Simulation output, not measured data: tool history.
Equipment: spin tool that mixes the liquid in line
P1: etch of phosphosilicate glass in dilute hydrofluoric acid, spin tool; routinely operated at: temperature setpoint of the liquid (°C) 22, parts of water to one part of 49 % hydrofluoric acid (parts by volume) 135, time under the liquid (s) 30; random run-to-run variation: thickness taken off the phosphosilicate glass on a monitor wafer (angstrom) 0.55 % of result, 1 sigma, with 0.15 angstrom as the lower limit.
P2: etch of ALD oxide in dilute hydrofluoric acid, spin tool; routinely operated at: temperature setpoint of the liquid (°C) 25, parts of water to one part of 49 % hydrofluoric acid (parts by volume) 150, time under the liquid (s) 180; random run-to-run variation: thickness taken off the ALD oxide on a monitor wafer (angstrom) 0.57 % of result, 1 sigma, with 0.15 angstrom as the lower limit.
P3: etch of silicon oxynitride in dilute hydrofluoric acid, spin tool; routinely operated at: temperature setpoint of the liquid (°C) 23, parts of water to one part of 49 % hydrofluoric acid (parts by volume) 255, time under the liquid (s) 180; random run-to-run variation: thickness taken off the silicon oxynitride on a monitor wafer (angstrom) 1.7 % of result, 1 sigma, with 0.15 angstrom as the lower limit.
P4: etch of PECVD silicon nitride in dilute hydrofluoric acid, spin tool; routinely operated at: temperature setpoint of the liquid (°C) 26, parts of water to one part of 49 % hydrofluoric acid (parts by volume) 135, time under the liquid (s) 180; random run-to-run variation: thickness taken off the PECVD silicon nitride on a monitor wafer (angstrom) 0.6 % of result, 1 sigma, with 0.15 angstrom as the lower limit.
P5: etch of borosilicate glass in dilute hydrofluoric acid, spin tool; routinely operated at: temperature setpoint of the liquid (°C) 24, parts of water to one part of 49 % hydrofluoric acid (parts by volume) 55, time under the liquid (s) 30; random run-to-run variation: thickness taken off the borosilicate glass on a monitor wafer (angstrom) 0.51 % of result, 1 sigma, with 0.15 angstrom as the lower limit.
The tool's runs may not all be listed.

| run | hour | process that ran | temperature setpoint of the liquid (°C) | parts of water to one part of 49 % hydrofluoric acid (parts by volume) | time under the liquid (s) | thickness taken off the phosphosilicate glass on a monitor wafer (angstrom) | thickness taken off the silicon oxynitride on a monitor wafer (angstrom) | thickness taken off the borosilicate glass on a monitor wafer (angstrom) | thickness taken off the ALD oxide on a monitor wafer (angstrom) | thickness taken off the PECVD silicon nitride on a monitor wafer (angstrom) |
|---|---|---|---|---|---|---|---|---|---|---|
| 1 | 17.7 | P1 | 22 | 135 | 30 | 132.83 |  |  |  |  |
| 2 | 32.2 | P1 | 22 | 135 | 45 | 196.74 |  |  |  |  |
| 3 | 43.3 | P1 | 22 | 25 | 30 | 813.39 |  |  |  |  |
| 4 | 52.6 | P3 | 18 | 255 | 180 |  | 13.217 |  |  |  |
| 5 | 67 | P3 | 23 | 255 | 180 |  | 15.344 |  |  |  |
| 6 | 78.5 | P1 | 22 | 135 | 30 | 130.77 |  |  |  |  |
| 7 | 89.7 | P5 | 24 | 55 | 45 |  |  | 266.21 |  |  |
| 8 | 107.6 | P2 | 25 | 150 | 180 |  |  |  | 139.8 |  |
| 9 | 122.5 | P4 | 26 | 135 | 300 |  |  |  |  | 64.186 |
| 10 | 140.1 | P4 | 26 | 135 | 180 |  |  |  |  | 38.902 |
| 11 | 153.7 | P1 | 22 | 50 | 15 | 197.55 |  |  |  |  |
| 12 | 164.4 | P1 | 30 | 80 | 30 | 320.62 |  |  |  |  |
| 13 | 173.6 | P5 | 24 | 55 | 30 |  |  | 178.12 |  |  |
| 14 | 192 | P1 | 22 | 185 | 30 | 91.082 |  |  |  |  |
| 15 | 202.9 | P3 | 23 | 130 | 180 |  | 33.546 |  |  |  |
|  | 206.1 | thermometer replaced |
| 16 | 214.7 | P1 | 27.5 | 135 | 30 | 162.76 |  |  |  |  |
| 17 | 228.4 | P1 | 22 | 135 | 30 | 131.97 |  |  |  |  |
| 18 | 238.6 | P3 | 23 | 255 | 50 |  | 4.4564 |  |  |  |
| 19 | 247.5 | P1 | 22 | 135 | 30 | 132.02 |  |  |  |  |
| 20 | 255.9 | P1 | 17 | 135 | 30 | 106.85 |  |  |  |  |
| 21 | 270.6 | P5 | 17 | 55 | 30 |  |  | 131.44 |  |  |
| 22 | 287.1 | P2 | 25 | 85 | 180 |  |  |  | 266.08 |  |
| 23 | 299.6 | P4 | 20 | 135 | 180 |  |  |  |  | 25.712 |
| 24 | 310.9 | P1 | 22 | 135 | 30 | 131.38 |  |  |  |  |
| 25 | 324.9 | P5 | 24 | 55 | 30 |  |  | 178.32 |  |  |
|  | 336.6 | hydrofluoric acid flow meter replaced |
| 26 | 339.7 | P2 | 30 | 150 | 180 |  |  |  | 168.87 |  |
| 27 | 354.6 | P3 | 23 | 255 | 180 |  | 15.661 |  |  |  |
| 28 | 368.8 | P1 | 22 | 135 | 15 | 65.58 |  |  |  |  |
| 29 | 380.9 | P2 | 25 | 150 | 285 |  |  |  | 222.46 |  |
| 30 | 398.5 | P4 | 26 | 225 | 180 |  |  |  |  | 23.421 |
| 31 | 406.9 | P5 | 24 | 25 | 30 |  |  | 411.65 |  |  |
| 32 | 421.5 | P1 | 22 | 135 | 30 | 131.67 |  |  |  |  |
| 33 | 430.7 | P1 | 22 | 135 | 30 | 127.89 |  |  |  |  |
| 34 | 444.8 | P1 | 22 | 135 | 30 | 123.73 |  |  |  |  |
| 35 | 458.6 | P1 | 22 | 135 | 30 | 121.05 |  |  |  |  |
| 36 | 477 | P1 | 22 | 135 | 30 | 118.61 |  |  |  |  |
| 37 | 486 | P1 | 22 | 135 | 30 | 119.64 |  |  |  |  |
| 38 | 502.9 | P1 | 22 | 135 | 30 | 118.76 |  |  |  |  |
| 39 | 515.4 | P1 | 22 | 135 | 30 | 119.99 |  |  |  |  |

What P1 gives has crept away from where it was. These 2 causes fit the log equally well, each at the size given:
A: hydrofluoric acid flow below the setpoint (%) = 8.02
B: liquid colder than its thermometer reads (K) = 2.43
At approximately hour 421.5, the process output began to creep.

Consider the 4 single-wafer check runs listed below, results given as question marks: which one distinguishes between the causes by giving clearly different results for each?
| check 1 | 527.9 | P3 | 23 | 255 | 180 |  | ? |  |  |  |
| check 2 | 527.9 | P5 | 24 | 55 | 30 |  |  | ? |  |  |
| check 3 | 527.9 | P4 | 26 | 135 | 180 |  |  |  |  | ? |
| check 4 | 527.9 | P2 | 25 | 150 | 180 |  |  |  | ? |  |

Predicted outcomes, by check and by cause:
| check | result | if A | if B |
|---|---|---|---|
| check 1 | thickness taken off the silicon oxynitride on a monitor wafer (angstrom) | 14.264 | 14.134 |
| check 2 | thickness taken off the borosilicate glass on a monitor wafer (angstrom) | 163.04 | 161.32 |
| check 3 | thickness taken off the PECVD silicon nitride on a monitor wafer (angstrom) | 35.464 | 32.955 |
| check 4 | thickness taken off the ALD oxide on a monitor wafer (angstrom) | 126.52 | 127.24 |
Gap, in per cent, between the two causes that each check separates least, read from the result that separates them most: check 1 0.92 %; check 2 1.06 %; check 3 7.34 %; check 4 0.57 %
Check 3 distinguishes between the causes, while the remaining checks would return nearly the same result for all of them.

With check 3 done, the readings were: thickness taken off the PECVD silicon nitride on a monitor wafer (angstrom) 35.402. Identify which of the listed causes applies.

The correct cause is A, namely: hydrofluoric acid flow below the setpoint (%).

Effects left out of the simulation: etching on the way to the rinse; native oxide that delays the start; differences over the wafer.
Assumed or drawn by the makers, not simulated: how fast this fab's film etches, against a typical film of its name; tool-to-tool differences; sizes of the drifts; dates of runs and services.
